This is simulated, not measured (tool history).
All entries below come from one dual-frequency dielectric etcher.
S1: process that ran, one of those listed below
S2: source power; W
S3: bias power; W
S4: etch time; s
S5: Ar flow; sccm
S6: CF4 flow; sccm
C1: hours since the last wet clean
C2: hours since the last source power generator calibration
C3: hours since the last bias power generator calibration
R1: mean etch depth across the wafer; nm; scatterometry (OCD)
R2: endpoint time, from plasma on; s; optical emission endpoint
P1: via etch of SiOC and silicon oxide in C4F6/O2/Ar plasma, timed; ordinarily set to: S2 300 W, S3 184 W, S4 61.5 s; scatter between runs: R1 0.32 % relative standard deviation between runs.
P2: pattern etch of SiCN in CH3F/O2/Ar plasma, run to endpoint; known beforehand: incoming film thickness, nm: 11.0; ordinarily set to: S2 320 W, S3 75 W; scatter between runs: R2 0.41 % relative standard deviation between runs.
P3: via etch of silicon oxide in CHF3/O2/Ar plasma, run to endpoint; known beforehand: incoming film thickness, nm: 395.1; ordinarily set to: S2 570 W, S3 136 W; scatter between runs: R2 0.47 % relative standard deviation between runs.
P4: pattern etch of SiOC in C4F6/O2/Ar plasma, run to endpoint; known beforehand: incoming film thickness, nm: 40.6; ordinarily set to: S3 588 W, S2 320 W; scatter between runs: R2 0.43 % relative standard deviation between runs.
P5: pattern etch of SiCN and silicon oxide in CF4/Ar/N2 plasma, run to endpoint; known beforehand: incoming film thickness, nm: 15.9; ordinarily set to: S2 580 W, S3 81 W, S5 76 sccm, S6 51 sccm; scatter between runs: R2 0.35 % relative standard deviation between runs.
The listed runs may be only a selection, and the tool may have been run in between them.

| run | day | S1 | S2 | S3 | S4 | S5 | S6 | C1 | C2 | C3 | R1 | R2 |
|---|---|---|---|---|---|---|---|---|---|---|---|---|
| 1 | 0.325 | P1 | 300 | 184 | 61.5 |  |  | 249.9 | 2510.0 | 1393.6 | 62.265 |  |
| 2 | 0.738 | P1 | 300 | 184 | 34.0 |  |  | 259.8 | 2519.9 | 1403.5 | 34.629 |  |
| 3 | 1.196 | P1 | 300 | 184 | 61.5 |  |  | 270.8 | 2530.9 | 1414.5 | 62.105 |  |
| 4 | 1.829 | P1 | 300 | 184 | 61.5 |  |  | 286.0 | 2546.1 | 1429.7 | 62.105 |  |
| 5 | 2.462 | P4 | 430 | 588 |  |  |  | 301.2 | 2561.3 | 1444.9 |  | 12.788 |
| 6 | 2.904 | P2 | 240 | 75 |  |  |  | 311.8 | 2571.9 | 1455.5 |  | 35.035 |
| 7 | 3.262 | P1 | 300 | 184 | 81.0 |  |  | 320.4 | 2580.5 | 1464.1 | 81.845 |  |
| 8 | 3.812 | P1 | 300 | 238 | 79.0 |  |  | 333.6 | 2593.7 | 1477.3 | 87.323 |  |
| 9 | 4.167 | P3 | 570 | 182 |  |  |  | 342.1 | 2602.2 | 1485.8 |  | 205.380 |
| 10 | 4.788 | P3 | 790 | 136 |  |  |  | 357.0 | 2617.1 | 1500.7 |  | 199.250 |
| 11 | 5.279 | P1 | 370 | 219 | 61.5 |  |  | 368.8 | 2628.9 | 1512.5 | 71.312 |  |
| 12 | 5.692 | P1 | 300 | 184 | 61.5 |  |  | 378.7 | 2638.8 | 1522.4 | 62.341 |  |
| 13 | 6.012 | P4 | 320 | 588 |  |  |  | 386.4 | 2646.5 | 1530.1 |  | 14.191 |
| 14 | 6.683 | P1 | 360 | 184 | 61.5 |  |  | 402.5 | 2662.6 | 1546.2 | 66.493 |  |
| 15 | 7.158 | P5 | 580 | 81 |  | 76 | 70 | 413.9 | 2674.0 | 1557.6 |  | 13.891 |
| 16 | 7.800 | P1 | 300 | 123 | 61.5 |  |  | 429.3 | 2689.4 | 1573.0 | 54.673 |  |
| 17 | 8.138 | P1 | 300 | 225 | 61.5 |  |  | 437.4 | 2697.5 | 1581.1 | 66.802 |  |
| 18 | 8.483 | P5 | 580 | 50 |  | 76 | 51 | 445.7 | 2705.8 | 1589.4 |  | 17.095 |
| 19 | 9.067 | P4 | 320 | 472 |  |  |  | 459.7 | 2719.8 | 1603.4 |  | 15.450 |
| 20 | 9.646 | P5 | 580 | 81 |  | 50 | 51 | 473.6 | 2733.7 | 1617.3 |  | 13.694 |
| 21 | 10.108 | P1 | 210 | 184 | 61.5 |  |  | 484.7 | 2744.8 | 1628.4 | 53.989 |  |
| 22 | 10.442 | P2 | 320 | 75 |  |  |  | 492.7 | 2752.8 | 1636.4 |  | 31.252 |
| 23 | 11.092 | P3 | 570 | 136 |  |  |  | 508.3 | 2768.4 | 1652.0 |  | 227.330 |
|  | 11.662 | wet clean of the chamber |
| 24 | 11.721 | P3 | 570 | 136 |  |  |  | 1.4 | 2783.5 | 1667.1 |  | 224.640 |
| 25 | 12.025 | P2 | 320 | 75 |  |  |  | 8.7 | 2790.8 | 1674.4 |  | 31.365 |
| 26 | 12.538 | P5 | 580 | 81 |  | 76 | 51 | 21.0 | 2803.1 | 1686.7 |  | 14.608 |
| 27 | 12.867 | P5 | 580 | 81 |  | 76 | 51 | 28.9 | 2811.0 | 1694.6 |  | 14.604 |
| 28 | 13.288 | P2 | 320 | 90 |  |  |  | 39.0 | 2821.1 | 1704.7 |  | 29.240 |
| 29 | 13.900 | P1 | 300 | 184 | 61.5 |  |  | 53.7 | 2835.8 | 1719.4 | 62.448 |  |
| 30 | 14.433 | P5 | 440 | 81 |  | 76 | 51 | 66.5 | 2848.6 | 1732.2 |  | 18.593 |
| 31 | 14.954 | P4 | 320 | 588 |  |  |  | 79.0 | 2861.1 | 1744.7 |  | 14.274 |
| 32 | 15.412 | P1 | 300 | 184 | 61.5 |  |  | 90.0 | 2872.1 | 1755.7 | 61.932 |  |
| 33 | 16.058 | P1 | 400 | 184 | 81.0 |  |  | 105.5 | 2887.6 | 1771.2 | 91.451 |  |
| 34 | 16.446 | P1 | 300 | 184 | 61.5 |  |  | 114.8 | 2896.9 | 1780.5 | 62.043 |  |
| 35 | 16.988 | P1 | 300 | 184 | 61.5 |  |  | 127.8 | 2909.9 | 1793.5 | 61.493 |  |
| 36 | 17.633 | P1 | 300 | 184 | 61.5 |  |  | 143.3 | 2925.4 | 1809.0 | 61.461 |  |
| 37 | 17.983 | P1 | 300 | 184 | 61.5 |  |  | 151.7 | 2933.8 | 1817.4 | 61.573 |  |
| 38 | 18.346 | P1 | 300 | 184 | 61.5 |  |  | 160.4 | 2942.5 | 1826.1 | 61.223 |  |
| 39 | 18.983 | P1 | 300 | 184 | 61.5 |  |  | 175.7 | 2957.8 | 1841.4 | 61.471 |  |
|  | 19.188 | wet clean of the chamber |
| 40 | 19.562 | P1 | 300 | 184 | 61.5 |  |  | 9.1 | 2971.7 | 1855.3 | 61.030 |  |
| 41 | 20.183 | P1 | 300 | 184 | 61.5 |  |  | 24.0 | 2986.6 | 1870.2 | 61.304 |  |

P1 has crept away from where it was. The log is fitted equally well by each of these 2 causes, at the sizes shown:
A: source power that arrives under what is set, % = 4.13
B: bias power that arrives under what is set, % = 4.82
Creep in the process output first set in at about day 16.446.
Every other cause this tool's parts could produce, and why it does not fit the log:
chamber walls in a state that lowers the etch rate, %: was serviced at day 19.188, once the creep was under way, yet the earlier output never came back

Which of the check runs below tells the causes apart, meaning the causes would give it clearly different results? Each run uses 2 wafers whose results are averaged, and each result is shown as a question mark.
| check 1 | 20.804 | P2 | 250 | 75 |  |  |  |  |  |  |  | ? |
| check 2 | 20.804 | P3 | 780 | 136 |  |  |  |  |  |  |  | ? |
| check 3 | 20.804 | P4 | 320 | 487 |  |  |  |  |  |  |  | ? |
| check 4 | 20.804 | P5 | 580 | 81 |  | 58 | 51 |  |  |  |  | ? |

Outcome of each check run for each possible cause:
| check | result | if A | if B |
|---|---|---|---|
| check 1 | R2 | 34.848 | 34.934 |
| check 2 | R2 | 203.250 | 202.990 |
| check 3 | R2 | 15.555 | 15.602 |
| check 4 | R2 | 14.534 | 14.229 |
Gap, in per cent, between the two causes that each check separates least, read from the result that separates them most: check 1 0.25 %; check 2 0.13 %; check 3 0.3 %; check 4 2.12 %
Only in check 4 would the causes give clearly different results; in the remaining checks their results would be nearly the same.

Then check 4 was run and gave: R2 14.233 s. Which cause is it?

B is the cause: bias power that arrives under what is set, %.
